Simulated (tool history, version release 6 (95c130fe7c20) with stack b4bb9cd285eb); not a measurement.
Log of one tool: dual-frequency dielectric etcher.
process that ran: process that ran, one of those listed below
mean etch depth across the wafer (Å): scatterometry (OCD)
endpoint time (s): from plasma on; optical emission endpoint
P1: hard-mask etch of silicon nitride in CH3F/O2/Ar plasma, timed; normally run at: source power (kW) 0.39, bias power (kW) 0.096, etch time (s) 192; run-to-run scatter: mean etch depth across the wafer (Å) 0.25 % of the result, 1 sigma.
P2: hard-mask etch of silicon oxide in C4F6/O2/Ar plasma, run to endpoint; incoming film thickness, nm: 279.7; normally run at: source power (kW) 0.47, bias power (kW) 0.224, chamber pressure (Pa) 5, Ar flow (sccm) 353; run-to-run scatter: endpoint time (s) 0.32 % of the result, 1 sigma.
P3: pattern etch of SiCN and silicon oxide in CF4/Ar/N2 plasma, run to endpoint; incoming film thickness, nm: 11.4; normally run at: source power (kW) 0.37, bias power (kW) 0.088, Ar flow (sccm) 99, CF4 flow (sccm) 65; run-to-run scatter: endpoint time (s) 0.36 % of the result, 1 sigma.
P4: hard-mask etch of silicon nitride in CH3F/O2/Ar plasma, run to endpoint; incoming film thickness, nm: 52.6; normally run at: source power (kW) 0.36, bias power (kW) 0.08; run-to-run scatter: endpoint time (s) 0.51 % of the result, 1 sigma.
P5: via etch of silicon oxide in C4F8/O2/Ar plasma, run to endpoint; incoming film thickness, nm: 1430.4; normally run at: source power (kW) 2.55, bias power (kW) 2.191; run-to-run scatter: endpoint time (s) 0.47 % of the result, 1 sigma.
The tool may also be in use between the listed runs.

run   hour  process that ran  source power (kW)  bias power (kW)  etch time (s)  chamber pressure (Pa)  Ar flow (sccm)  CF4 flow (sccm)  mean etch depth across the wafer (Å)  endpoint time (s)
  1      8                P1               0.39            0.096            192                                                                                        1488.5
  2   14.5                P4               0.36            0.051                                                                                                                          89.792
  3   21.7                P2               0.47            0.314                                     5             353                                                                    75.151
  4   28.4                P3               0.37            0.088                                                    99               65                                                   14.802
  5   34.7                P1               0.39            0.096            192                                                                                        1483.8
  6   42.3                P4               0.36             0.08                                                                                                                          76.115
  7   45.9                P2               0.47            0.224                                     5             353                                                                    83.591
  8     50                P1               0.29            0.096            192                                                                                        1333.9
  9   54.1                P2               0.47            0.224                                     5             436                                                                    86.088
 10   61.7                P1               0.53            0.096            192                                                                                        1670.3
 11   67.9                P4               0.49             0.08                                                                                                                          68.867
 12   74.6                P1               0.39             0.13            192                                                                                        1666.2
 13   79.2                P4               0.36             0.08                                                                                                                          77.225
 14   86.5                P3               0.51            0.088                                                    99               65                                                    11.19
 15   90.5                P3               0.37            0.088                                                    69               65                                                   14.136
 16   98.6                P1               0.39            0.129            268                                                                                        2313.5
 17  103.5                P1               0.39            0.096          241.5                                                                                          1878
     104.8  -- source power generator calibrated
 18  107.9                P1               0.39            0.096            192                                                                                        1482.7
 19  115.8                P1               0.39            0.096            192                                                                                        1485.1
 20  120.6                P2               0.66            0.224                                     5             353                                                                    73.677
 21    127                P3               0.37            0.088                                                    99               85                                                   14.303
 22  133.9                P2               0.47            0.224                                   6.8             353                                                                    87.092
 23  138.9                P1               0.39            0.096          107.5                                                                                        835.65
 24  144.5                P5               2.55            3.075                                                                                                                          238.07
 25  151.5                P3               0.37            0.123                                                    99               65                                                   13.116
 26    159                P5               2.55            2.191                                                                                                                          262.81
 27  164.1                P5               2.55            2.191                                                                                                                          261.29
 28    169                P5                3.1            2.191                                                                                                                          241.48
 29  175.1                P1               0.39            0.076            192                                                                                          1370
 30  180.7                P1               0.39            0.096            192                                                                                        1485.8
 31  187.5                P1               0.39            0.096            192                                                                                        1479.9
 32    194                P1               0.39            0.096            192                                                                                        1477.5
 33  200.9                P1               0.39            0.096            192                                                                                        1468.1
 34    206                P1               0.39            0.096            192                                                                                        1469.4
     209.1  -- wet clean of the chamber
 35  214.2                P1               0.39            0.096            192                                                                                        1457.9
 36  222.2                P1               0.39            0.096            192                                                                                        1460.8
 37  229.8                P1               0.39            0.096            192                                                                                        1457.6
 38    236                P1               0.39            0.096            192                                                                                        1452.9
 39  241.6                P1               0.39            0.096            192                                                                                        1459.6
 40  247.6                P1               0.39            0.096            192                                                                                        1453.3
 41  251.9                P1               0.39            0.096            192                                                                                        1461.4

What P1 gives has crept away from where it was. These 2 causes fit the log equally well, each at the size given:
A: source power that arrives under what is set, % = 4.74
B: bias power that arrives under what is set, % = 4.86
The creep began at about hour 180.7.
Why every other cause is out:
chamber walls in a state that lowers the etch rate, %: serviced at hour 209.1, which brought nothing back

4 check runs are offered, one wafer each, their results left as question marks. Which one tells the causes apart?
check 1  256.2                P2               0.62            0.303                                     5             353                                                                         ?
check 2  256.2                P4               0.49            0.055                                                                                                                               ?
check 3  256.2                P3               0.37            0.088                                                    99               79                                                        ?
check 4  256.2                P5               2.55            2.934                                                                                                                               ?

What each check would give under each cause:
  check             result    if A    if B
check 1  endpoint time (s)  69.585  69.471
check 2  endpoint time (s)  79.365  79.106
check 3  endpoint time (s)  14.987  14.612
check 4  endpoint time (s)  244.11  243.14
How far apart the two closest causes lie, in the result that separates them most: check 1 0.16 %; check 2 0.33 %; check 3 2.53 %; check 4 0.4 %
Only check 3 tells the causes apart: in the others they would give nearly the same result.

Check 3 was then run and gave: endpoint time (s) 14.605. Which cause is it?

It is B: bias power that arrives under what is set, %.
